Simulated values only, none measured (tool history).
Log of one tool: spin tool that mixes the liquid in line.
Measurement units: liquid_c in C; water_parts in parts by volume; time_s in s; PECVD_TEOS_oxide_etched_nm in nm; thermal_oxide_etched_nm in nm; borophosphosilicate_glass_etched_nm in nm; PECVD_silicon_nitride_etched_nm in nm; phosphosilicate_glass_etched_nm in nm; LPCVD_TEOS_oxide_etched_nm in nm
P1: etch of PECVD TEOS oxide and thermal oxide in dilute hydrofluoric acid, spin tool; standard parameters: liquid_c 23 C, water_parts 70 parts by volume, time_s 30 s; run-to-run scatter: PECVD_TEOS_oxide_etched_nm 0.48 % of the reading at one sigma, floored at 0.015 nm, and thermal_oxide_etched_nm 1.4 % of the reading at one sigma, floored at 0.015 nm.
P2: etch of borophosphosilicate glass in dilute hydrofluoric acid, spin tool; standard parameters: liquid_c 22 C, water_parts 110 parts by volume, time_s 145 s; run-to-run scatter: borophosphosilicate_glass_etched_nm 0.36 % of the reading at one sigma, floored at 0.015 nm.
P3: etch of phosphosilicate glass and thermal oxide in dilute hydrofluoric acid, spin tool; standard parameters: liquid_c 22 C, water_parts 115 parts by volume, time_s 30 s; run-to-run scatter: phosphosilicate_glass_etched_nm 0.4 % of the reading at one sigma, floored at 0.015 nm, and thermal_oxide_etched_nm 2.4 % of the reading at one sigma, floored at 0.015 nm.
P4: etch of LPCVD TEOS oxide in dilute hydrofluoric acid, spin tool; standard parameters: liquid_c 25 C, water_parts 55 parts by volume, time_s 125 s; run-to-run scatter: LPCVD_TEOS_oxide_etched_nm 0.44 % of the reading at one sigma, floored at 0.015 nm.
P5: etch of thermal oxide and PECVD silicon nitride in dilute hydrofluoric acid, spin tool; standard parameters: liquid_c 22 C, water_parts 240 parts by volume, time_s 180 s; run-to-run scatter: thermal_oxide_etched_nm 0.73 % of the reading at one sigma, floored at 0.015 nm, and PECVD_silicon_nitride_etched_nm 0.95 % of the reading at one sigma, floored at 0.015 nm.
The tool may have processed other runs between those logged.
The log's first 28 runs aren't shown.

| run | hour | process | liquid_c | water_parts | time_s | hours since the thermometer was replaced | hours since the hydrofluoric acid flow meter was replaced | PECVD_TEOS_oxide_etched_nm | thermal_oxide_etched_nm | borophosphosilicate_glass_etched_nm | PECVD_silicon_nitride_etched_nm | phosphosilicate_glass_etched_nm | LPCVD_TEOS_oxide_etched_nm |
|---|---|---|---|---|---|---|---|---|---|---|---|---|---|
| 29 | 281.2 | P4 | 25 | 55 | 55 | 610.9 | 919.1 |  |  |  |  |  | 18.584 |
| 30 | 287.7 | P1 | 23 | 70 | 30 | 617.4 | 925.6 | 9.5265 | 2.0132 |  |  |  |  |
| 31 | 293.5 | P4 | 25 | 35 | 125 | 623.2 | 931.4 |  |  |  |  |  | 68.396 |
| 32 | 305.7 | P1 | 27 | 25 | 30 | 635.4 | 943.6 | 33.549 | 7.2016 |  |  |  |  |
| 33 | 314 | P5 | 22 | 430 | 180 | 643.7 | 951.9 |  | 1.3721 |  | 1.5332 |  |  |
| 34 | 320.4 | P3 | 28.5 | 115 | 30 | 650.1 | 958.3 |  | 1.4135 |  |  | 18.626 |  |
| 35 | 328.3 | P1 | 23 | 70 | 30 | 658 | 966.2 | 9.6392 | 2.0588 |  |  |  |  |
| 36 | 336.4 | P1 | 23 | 70 | 30 | 666.1 | 974.3 | 9.3655 | 1.9881 |  |  |  |  |
| 37 | 342.6 | P1 | 23 | 70 | 30 | 672.3 | 980.5 | 9.125 | 1.9605 |  |  |  |  |
| 38 | 348.9 | P1 | 23 | 70 | 30 | 678.6 | 986.8 | 9.0393 | 1.9533 |  |  |  |  |
| 39 | 359.9 | P1 | 23 | 70 | 30 | 689.6 | 997.8 | 8.9976 | 1.9512 |  |  |  |  |

What does the tool deliver on the next run?
| 40 | 372.8 | P1 | 23 | 70 | 30 | 702.5 | 1010.7 | ? | ? |  |  |  |  |

{"run 40": {"PECVD_TEOS_oxide_etched_nm": 8.8837, "thermal_oxide_etched_nm": 1.9426}}
